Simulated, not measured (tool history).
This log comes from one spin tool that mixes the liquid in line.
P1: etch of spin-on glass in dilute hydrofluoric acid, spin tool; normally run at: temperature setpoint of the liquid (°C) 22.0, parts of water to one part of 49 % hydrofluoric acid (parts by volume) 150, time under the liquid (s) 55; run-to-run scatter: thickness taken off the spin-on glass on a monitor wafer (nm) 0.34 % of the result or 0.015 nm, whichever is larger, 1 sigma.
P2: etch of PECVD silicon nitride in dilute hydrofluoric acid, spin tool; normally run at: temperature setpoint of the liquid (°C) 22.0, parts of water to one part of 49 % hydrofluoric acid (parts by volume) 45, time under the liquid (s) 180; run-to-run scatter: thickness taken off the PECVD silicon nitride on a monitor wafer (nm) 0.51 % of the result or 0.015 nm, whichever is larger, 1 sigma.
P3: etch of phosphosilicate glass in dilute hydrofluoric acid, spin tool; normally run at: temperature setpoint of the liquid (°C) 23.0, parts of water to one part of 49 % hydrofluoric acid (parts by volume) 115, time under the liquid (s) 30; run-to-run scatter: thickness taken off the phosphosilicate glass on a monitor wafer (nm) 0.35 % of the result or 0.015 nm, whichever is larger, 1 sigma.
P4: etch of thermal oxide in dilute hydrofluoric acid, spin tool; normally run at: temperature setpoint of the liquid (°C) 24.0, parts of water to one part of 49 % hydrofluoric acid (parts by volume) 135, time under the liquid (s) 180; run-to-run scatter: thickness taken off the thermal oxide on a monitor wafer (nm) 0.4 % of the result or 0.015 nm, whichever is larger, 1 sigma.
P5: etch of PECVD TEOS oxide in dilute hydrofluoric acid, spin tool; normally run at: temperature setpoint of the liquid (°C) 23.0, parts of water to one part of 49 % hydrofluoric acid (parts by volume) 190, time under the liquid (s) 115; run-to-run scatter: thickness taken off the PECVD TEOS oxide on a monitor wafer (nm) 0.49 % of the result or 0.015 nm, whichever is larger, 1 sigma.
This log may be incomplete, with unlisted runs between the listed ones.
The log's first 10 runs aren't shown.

| run | hour | process that ran | temperature setpoint of the liquid (°C) | parts of water to one part of 49 % hydrofluoric acid (parts by volume) | time under the liquid (s) | hours since the thermometer was replaced | hours since the hydrofluoric acid flow meter was replaced | thickness taken off the spin-on glass on a monitor wafer (nm) | thickness taken off the thermal oxide on a monitor wafer (nm) | thickness taken off the PECVD silicon nitride on a monitor wafer (nm) | thickness taken off the PECVD TEOS oxide on a monitor wafer (nm) | thickness taken off the phosphosilicate glass on a monitor wafer (nm) |
|---|---|---|---|---|---|---|---|---|---|---|---|---|
| 11 | 115.0 | P5 | 18.5 | 190 | 115 | 1707.8 | 820.4 |  |  |  | 12.241 |  |
| 12 | 126.2 | P3 | 23.0 | 115 | 30 | 1719.0 | 831.6 |  |  |  |  | 36.435 |
| 13 | 134.6 | P1 | 22.0 | 150 | 55 | 1727.4 | 840.0 | 10.5930 |  |  |  |  |
| 14 | 144.8 | P1 | 22.0 | 150 | 55 | 1737.6 | 850.2 | 10.5310 |  |  |  |  |
| 15 | 151.3 | P3 | 18.5 | 115 | 30 | 1744.1 | 856.7 |  |  |  |  | 30.381 |
| 16 | 162.4 | P4 | 24.0 | 135 | 35 | 1755.2 | 867.8 |  | 1.2000 |  |  |  |
| 17 | 173.1 | P2 | 22.0 | 45 | 180 | 1765.9 | 878.5 |  |  | 12.9510 |  |  |
| 18 | 179.9 | P1 | 22.0 | 150 | 55 | 1772.7 | 885.3 | 10.6320 |  |  |  |  |
| 19 | 190.0 | P1 | 22.0 | 220 | 55 | 1782.8 | 895.4 | 6.7175 |  |  |  |  |
|  | 193.5 | thermometer replaced |
| 20 | 203.8 | P3 | 23.0 | 175 | 30 | 10.3 | 909.2 |  |  |  |  | 22.551 |

Run 21 has not been measured yet. What should we expect?
| 21 | 215.3 | P1 | 22.0 | 150 | 55 | 21.8 | 920.7 | ? |  |  |  |  |

{"run 21": {"thickness taken off the spin-on glass on a monitor wafer (nm)": 10.576}}

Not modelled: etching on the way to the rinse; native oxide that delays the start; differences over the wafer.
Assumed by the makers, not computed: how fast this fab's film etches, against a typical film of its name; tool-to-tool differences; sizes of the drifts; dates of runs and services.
